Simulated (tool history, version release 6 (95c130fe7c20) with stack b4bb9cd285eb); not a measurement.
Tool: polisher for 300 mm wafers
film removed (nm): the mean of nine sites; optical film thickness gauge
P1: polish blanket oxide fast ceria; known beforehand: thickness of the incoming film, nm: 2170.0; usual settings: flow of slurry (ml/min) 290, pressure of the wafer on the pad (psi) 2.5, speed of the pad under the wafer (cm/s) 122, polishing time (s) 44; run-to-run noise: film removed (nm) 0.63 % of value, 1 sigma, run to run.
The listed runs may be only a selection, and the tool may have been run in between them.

run,hour,flow of slurry (ml/min),pressure of the wafer on the pad (psi),speed of the pad under the wafer (cm/s),polishing time (s),film removed (nm)
1,6.7,290,2.5,122,44,674.23
2,12.6,290,2.5,182,64,1448.80
3,19.3,290,2.5,122,44,666.55
# hour 26.1: head pressure recalibrated
4,26.5,290,2.5,122,44,668.61
5,32.3,290,2.5,122,23,351.76
6,35.7,175,2.5,122,44,627.99
7,41.3,290,2.5,66,44,366.15
8,47.2,290,3.9,122,44,1035.90
9,52.5,290,2.5,122,67,1030.50
10,58.9,290,2.5,122,44,668.88
11,63.9,290,1.7,122,44,463.28
12,67.6,290,2.5,192,44,1058.80
13,70.8,400,2.5,122,44,691.43
14,74.3,290,2.5,122,44,664.19
15,79.3,290,2.5,122,44,654.08
16,83.2,290,2.5,122,44,658.04
17,89.8,290,2.5,122,44,659.06
18,94.2,290,2.5,122,44,649.22
# hour 96.8: head pressure recalibrated
19,98.5,290,2.5,122,44,643.73
20,105.8,290,2.5,122,44,648.65
21,110.4,290,2.5,122,44,642.89
22,114.6,290,2.5,122,44,654.24
23,120.6,290,2.5,122,44,643.38

P1 no longer gives what it gave before; its output has crept away from where it was. The following 2 causes, each at its listed size, fit the log equally well:
A: removal rate lost through wear of the pad, % = 3.95
B: slurry flow missing at the pad, % = 30.5
The gradual shift began around hour 74.3.
What rules out each remaining cause:
head's pressure below its setpoint, %: work on it at hour 96.8, done after the drift set in, did not restore what the process gave before

Below are 4 check runs, each averaged over 5 wafers, with their results shown as question marks. Which of them would give clearly different results depending on which cause is behind the drift?
check 1,126.6,290,2.5,98,44,?
check 2,126.6,185,2.5,122,59,?
check 3,126.6,290,3.8,122,65,?
check 4,126.6,290,2.5,152,67,?

What every check run would give for each of its results, assuming each possible cause in turn:
check,result,if A,if B
check 1,film removed (nm),518.69,518.73
check 2,film removed (nm),822.06,804.95
check 3,film removed (nm),1449.90,1450.00
check 4,film removed (nm),1225.00,1225.10
Per check, the gap between the least separated pair of causes, taken in the result that splits them most: check 1 0.01 %; check 2 2.1 %; check 3 0.01 %; check 4 0.01 %
Of the check runs offered, only check 2 discriminates between the causes; the rest would read about the same regardless of which cause applies.

Check 2 has now been run. It gave: film removed (nm) 821.53. Which of the candidate causes is it?

The cause is A: removal rate lost through wear of the pad, %.

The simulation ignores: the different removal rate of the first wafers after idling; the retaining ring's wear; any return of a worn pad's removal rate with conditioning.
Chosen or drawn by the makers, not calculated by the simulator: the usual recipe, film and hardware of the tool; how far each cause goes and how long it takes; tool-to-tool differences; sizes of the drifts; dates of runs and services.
